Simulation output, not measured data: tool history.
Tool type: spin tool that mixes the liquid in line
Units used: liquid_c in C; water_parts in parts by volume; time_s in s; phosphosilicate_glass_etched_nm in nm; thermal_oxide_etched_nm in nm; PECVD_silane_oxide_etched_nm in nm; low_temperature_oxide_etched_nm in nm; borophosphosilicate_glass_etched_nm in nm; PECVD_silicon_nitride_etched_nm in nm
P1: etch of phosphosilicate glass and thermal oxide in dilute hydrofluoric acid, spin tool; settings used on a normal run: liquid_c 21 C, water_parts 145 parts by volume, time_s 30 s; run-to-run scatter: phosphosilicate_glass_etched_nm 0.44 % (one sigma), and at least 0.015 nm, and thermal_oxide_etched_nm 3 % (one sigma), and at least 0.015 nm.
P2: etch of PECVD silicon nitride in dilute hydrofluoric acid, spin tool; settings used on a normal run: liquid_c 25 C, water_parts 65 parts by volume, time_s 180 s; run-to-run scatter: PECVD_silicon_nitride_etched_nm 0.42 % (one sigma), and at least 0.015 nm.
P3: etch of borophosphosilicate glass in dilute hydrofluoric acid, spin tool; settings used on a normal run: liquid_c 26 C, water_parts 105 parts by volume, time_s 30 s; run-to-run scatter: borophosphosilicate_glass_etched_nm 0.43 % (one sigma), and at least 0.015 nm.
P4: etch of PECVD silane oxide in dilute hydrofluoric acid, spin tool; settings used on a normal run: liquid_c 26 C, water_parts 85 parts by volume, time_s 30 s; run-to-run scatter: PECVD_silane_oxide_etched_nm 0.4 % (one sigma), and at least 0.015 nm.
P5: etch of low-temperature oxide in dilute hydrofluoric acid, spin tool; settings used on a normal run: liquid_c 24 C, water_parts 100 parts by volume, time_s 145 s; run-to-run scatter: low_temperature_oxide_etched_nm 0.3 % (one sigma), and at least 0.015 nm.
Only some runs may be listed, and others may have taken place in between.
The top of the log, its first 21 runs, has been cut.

run   hour  process  liquid_c  water_parts  time_s  hours since the thermometer was replaced  hours since the hydrofluoric acid flow meter was replaced  phosphosilicate_glass_etched_nm  thermal_oxide_etched_nm  PECVD_silane_oxide_etched_nm  low_temperature_oxide_etched_nm  borophosphosilicate_glass_etched_nm  PECVD_silicon_nitride_etched_nm
 22  246.5       P1        21          145      60                                     984.1                                                        159                           37.433                   1.7335
 23  256.5       P1        21          260      30                                     994.1                                                        169                           9.2732                  0.42991
 24  263.9       P2        25           65     180                                    1001.5                                                      176.4                                                                                                                                                                                         16.472
 25  272.8       P1        21          145      30                                    1010.4                                                      185.3                           18.912                  0.88956
 26  280.1       P1        21           70      30                                    1017.7                                                      192.6                           42.455                   1.9049
 27  292.4       P1        21          145      30                                      1030                                                      204.9                           18.977                   0.8512
 28  299.9       P4        18           85      30                                    1037.5                                                      212.4                                                                                  8.9674
 29  309.7       P3      19.5          105      30                                    1047.3                                                      222.2                                                                                                                                                        10.579
 30  324.8       P1        17          145      30                                    1062.4                                                      237.3                           16.004                  0.69312
 31    335       P1        21          145      30                                    1072.6                                                      247.5                           18.828                  0.85018
 32  344.4       P3        26          105      15                                      1082                                                      256.9                                                                                                                                                        6.9188
 33  352.2       P4        26          140      30                                    1089.8                                                      264.7                                                                                  6.9554

What will run 34 give?
 34  363.5       P1        21          145      30                                    1101.1                                                        276                                ?                        ?

Run 34 gave phosphosilicate_glass_etched_nm 18.7 nm, thermal_oxide_etched_nm 0.89044 nm.
